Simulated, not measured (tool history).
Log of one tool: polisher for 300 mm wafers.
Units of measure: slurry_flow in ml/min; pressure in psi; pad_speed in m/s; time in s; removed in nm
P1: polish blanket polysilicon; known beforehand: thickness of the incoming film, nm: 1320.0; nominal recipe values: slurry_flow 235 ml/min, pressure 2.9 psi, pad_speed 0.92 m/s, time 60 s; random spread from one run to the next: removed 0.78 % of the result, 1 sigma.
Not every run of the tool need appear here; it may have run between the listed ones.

run   hour  slurry_flow  pressure  pad_speed  time  wafers polished on this pad  hours since the slurry nozzle was cleaned  hours since the head pressure was calibrated  removed
  1   12.3          235       2.9       0.92    60                          348                                      551.7                                         481.1    457.4
  2   21.7          235       2.9       0.92    60                          457                                      561.1                                         490.5   446.68
  3   32.5          235       2.9       0.92    36                          582                                      571.9                                         501.3   270.29
  4   41.3          235       2.9       0.92    82                          683                                      580.7                                         510.1   614.34
  5   51.7          235       2.9        0.5    60                          804                                      591.1                                         520.5   244.77
  6   62.6          235       1.9       1.26    60                          930                                        602                                         531.4   404.06
  7   77.2          235       2.9       0.92    60                         1099                                      616.6                                           546   448.82
  8   87.9          140       2.9       0.92    60                         1222                                      627.3                                         556.7   416.16
  9    100          235       2.9       0.92    60                         1362                                      639.4                                         568.8    452.7
 10  108.7          310       2.9       1.26    60                         1463                                      648.1                                         577.5   628.31
 11  119.5          235       4.3       0.92    60                         1588                                      658.9                                         588.3   662.14
 12    133          235       2.9       1.32    60                         1744                                      672.4                                         601.8   641.06
 13  146.8          350       2.9       0.92    60                         1903                                      686.2                                         615.6   464.62
 14    160          235       1.7       0.92    60                         2056                                      699.4                                         628.8   261.95
 15  170.1          345       2.9       1.16    60                         2173                                      709.5                                         638.9   587.57
 16  176.8          235       2.9       0.92    60                         2250                                      716.2                                         645.6   456.11
 17  184.8          235       2.9       0.92    60                         2343                                      724.2                                         653.6   439.36
 18  191.3          235       2.9       0.92    60                         2418                                      730.7                                         660.1   432.86
     202.7  -- worn pad replaced by a new one
 19  203.1          235       2.9       0.92    60                            5                                      742.5                                         671.9    427.8
 20  210.8          235       2.9       0.92    60                           94                                      750.2                                         679.6   427.82
 21  220.3          235       2.9       0.92    60                          204                                      759.7                                         689.1   426.92
 22  231.2          235       2.9       0.92    60                          330                                      770.6                                           700   417.29

Something has made what P1 gives creep away from where it was; the 2 causes below, each at its own stated size, fit the log equally well:
A: head's pressure below its setpoint, % = 5.64
B: slurry flow missing at the pad, % = 34.1
At approximately hour 176.8, the process output began to creep.
All other causes, with the reason each is excluded:
removal rate lost through wear of the pad, %: serviced after onset, at hour 202.7, with no recovery of the prior output

The 4 check runs listed below each average the results of 5 wafers, and their outcomes are marked with question marks. Under which run would the listed causes produce clearly different results?
check 1  242.1          235       1.8       0.92    60                                                                                                                              ?
check 2  242.1          235       2.9       1.14    60                                                                                                                              ?
check 3  242.1          155       2.9       1.22    60                                                                                                                              ?
check 4  242.1          235       2.9       1.26    73                                                                                                                              ?

Outcome of each check run for each possible cause:
  check   result    if A    if B
check 1  removed  263.25  263.27
check 2  removed  525.55  525.58
check 3  removed  530.81  516.62
check 4  removed  706.72  706.76
Per-check spread between the two closest causes, in the result where they differ most: check 1 0.01 %; check 2 0.01 %; check 3 2.71 %; check 4 0.01 %
Check 3 tells the causes apart: in the others they would give nearly the same result.

After running check 3, the following was obtained: removed 531.35 nm. Which cause does this point to?

It is A: head's pressure below its setpoint, %.

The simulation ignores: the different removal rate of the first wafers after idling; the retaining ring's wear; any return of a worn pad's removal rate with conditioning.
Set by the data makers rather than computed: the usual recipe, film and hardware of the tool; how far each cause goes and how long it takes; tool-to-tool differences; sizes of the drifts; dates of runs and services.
